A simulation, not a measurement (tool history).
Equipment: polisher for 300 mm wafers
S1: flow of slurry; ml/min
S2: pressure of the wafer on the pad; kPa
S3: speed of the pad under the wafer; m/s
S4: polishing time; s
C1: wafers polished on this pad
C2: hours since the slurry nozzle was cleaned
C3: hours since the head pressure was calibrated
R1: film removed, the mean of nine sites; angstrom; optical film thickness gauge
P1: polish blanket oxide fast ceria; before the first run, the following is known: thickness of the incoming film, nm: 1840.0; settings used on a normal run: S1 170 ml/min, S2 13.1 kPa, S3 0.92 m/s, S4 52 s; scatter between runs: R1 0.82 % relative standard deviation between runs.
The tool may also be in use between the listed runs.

run   hour   S1    S2    S3  S4    C1     C2     C3      R1
  1   13.0  170  13.1  0.92  52   275  423.0  150.5  4991.2
  2   23.1  120  13.1  1.36  52   355  433.1  160.6  6883.7
  3   37.3  170  19.3  0.92  52   467  447.3  174.8  7394.4
  4   53.0  170  13.1  0.92  52   592  463.0  190.5  4964.0
  5   66.4  170  13.1  0.92  28   698  476.4  203.9  2705.5
  6   78.5  215  13.1  0.92  52   794  488.5  216.0  5101.9
  7   90.0  170   6.2  0.92  52   885  500.0  227.5  2368.4
  8   99.8  170  13.1  0.92  52   963  509.8  237.3  5084.3
  9  113.9  170  13.1  1.34  37  1074  523.9  251.4  5135.3
 10  128.4  170  13.1  0.92  52  1189  538.4  265.9  4971.0
 11  137.0  170  13.1  0.46  52  1258  547.0  274.5  2544.6
 12  152.7  170  13.1  0.92  52  1382  562.7  290.2  4979.5
 13  161.6  170  13.1  0.92  52  1453  571.6  299.1  4880.1
 14  176.8  170  13.1  0.92  52  1573  586.8  314.3  5084.6
 15  183.8  170  13.1  0.92  74  1628  593.8  321.3  7133.3
 16  192.8  230  13.1  0.92  38  1700  602.8  330.3  3778.4

Predict the results of run 17:
 17  201.2  100  13.1  0.92  52  1766  611.2  338.7   ?

R1: 4480.5 angstrom
